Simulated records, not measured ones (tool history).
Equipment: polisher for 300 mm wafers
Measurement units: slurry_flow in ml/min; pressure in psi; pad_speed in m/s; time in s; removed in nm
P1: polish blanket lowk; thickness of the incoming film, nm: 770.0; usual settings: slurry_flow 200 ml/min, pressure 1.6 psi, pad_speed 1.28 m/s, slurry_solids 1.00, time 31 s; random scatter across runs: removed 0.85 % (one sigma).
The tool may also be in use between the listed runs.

run	hour	slurry_flow	pressure	pad_speed	slurry_solids	time	wafers polished on this pad	hours since the slurry nozzle was cleaned	hours since the head pressure was calibrated	hours since the slurry blender was calibrated	hours since the conditioning disc was replaced	removed
1	5.0	200	1.6	1.28	1.00	31	527	179.9	472.8	157.0	105.2	11.6940
2	16.4	200	1.6	1.62	1.00	31	621	191.3	484.2	168.4	116.6	14.1660
3	23.2	200	1.6	1.28	1.25	31	678	198.1	491.0	175.2	123.4	12.8560
4	31.9	200	1.6	1.28	1.00	31	749	206.8	499.7	183.9	132.1	11.7540
5	42.1	200	0.9	1.28	1.00	48	834	217.0	509.9	194.1	142.3	10.0700
6	48.3	200	1.6	1.28	1.25	47	885	223.2	516.1	200.3	148.5	19.5870
7	59.6	120	0.7	1.28	1.00	31	978	234.5	527.4	211.6	159.8	4.6446
# hour 65.7: head pressure recalibrated
8	70.7	200	1.6	1.28	1.00	23	1070	245.6	5.0	222.7	170.9	8.6470
9	80.0	200	1.1	1.28	1.00	31	1147	254.9	14.3	232.0	180.2	7.9576
10	88.7	200	1.6	1.28	1.00	31	1219	263.6	23.0	240.7	188.9	11.5990
# hour 90.0: slurry blender recalibrated
11	93.9	200	2.5	1.28	1.00	31	1262	268.8	28.2	4.0	194.1	18.4000
12	99.5	200	1.6	1.28	1.00	31	1308	274.4	33.8	9.6	199.7	11.6890
13	104.7	120	1.6	1.28	1.00	31	1351	279.6	39.0	14.8	204.9	10.7180
14	111.7	200	1.6	1.28	1.00	31	1409	286.6	46.0	21.8	211.9	11.8290
15	122.9	200	1.6	1.28	1.00	40	1502	297.8	57.2	33.0	223.1	14.9580
16	131.5	200	1.6	1.28	0.60	31	1573	306.4	65.8	41.6	231.7	8.9625
17	137.5	200	1.6	0.70	1.00	31	1622	312.4	71.8	47.6	237.7	7.2488
18	145.3	290	1.6	1.28	1.00	31	1687	320.2	79.6	55.4	245.5	12.2280
19	154.7	200	1.6	1.28	1.00	31	1765	329.6	89.0	64.8	254.9	11.6060
20	160.6	200	1.6	1.28	1.00	31	1813	335.5	94.9	70.7	260.8	11.1460
21	168.9	200	1.6	1.28	1.00	31	1882	343.8	103.2	79.0	269.1	10.6470
22	176.4	200	1.6	1.28	1.00	31	1944	351.3	110.7	86.5	276.6	10.2930
# hour 178.6: conditioning disc replaced and pad reconditioned
# hour 183.9: slurry nozzle cleaned
# hour 186.1: head pressure recalibrated
23	186.6	200	1.6	1.28	1.00	31	2028	2.8	0.5	96.7	8.1	10.1230
24	195.4	200	1.6	1.28	1.00	31	2101	11.6	9.3	105.5	16.9	10.2940
25	200.4	200	1.6	1.28	1.00	31	2142	16.6	14.3	110.5	21.9	10.2720

What P1 gives has crept away from where it was. These 2 causes fit the log equally well, each at the size given:
A: abrasive missing from the slurry, % = 23.5
B: removal rate lost through wear of the pad, % = 12.2
The gradual shift began around hour 154.7.
Each remaining cause and why it is not a fit:
slurry flow missing at the pad, %: was serviced at hour 183.9, once the creep was under way, yet the earlier output never came back
head's pressure below its setpoint, %: was serviced at hour 186.1, once the creep was under way, yet the earlier output never came back
time polished since the conditioner stopped cutting, s: was serviced at hour 178.6, once the creep was under way, yet the earlier output never came back

You are offered 4 check runs, listed below with question marks in place of their results; each one averages 5 wafers. Which run separates the listed causes by giving clearly different results for each?
check 1	205.4	200	1.6	1.28	0.65	31						?
check 2	205.4	200	1.6	1.28	1.00	39						?
check 3	205.4	140	1.6	1.28	1.00	31						?
check 4	205.4	200	1.6	0.86	1.00	31						?

If the cause were each of the candidates in turn, the checks would give the following:
check	result	if A	if B
check 1	removed	7.9868	8.2226
check 2	removed	12.8690	12.8770
check 3	removed	9.6736	9.6794
check 4	removed	7.4416	7.4461
Separation of the two closest causes in each check, using whichever result separates them best: check 1 2.91 %; check 2 0.06 %; check 3 0.06 %; check 4 0.06 %
Check 1 tells the causes apart: in the others they would give nearly the same result.

Check 1 has now been run. It gave: removed 8.2674 nm. Which of the candidate causes is it?

It was cause B: removal rate lost through wear of the pad, %.
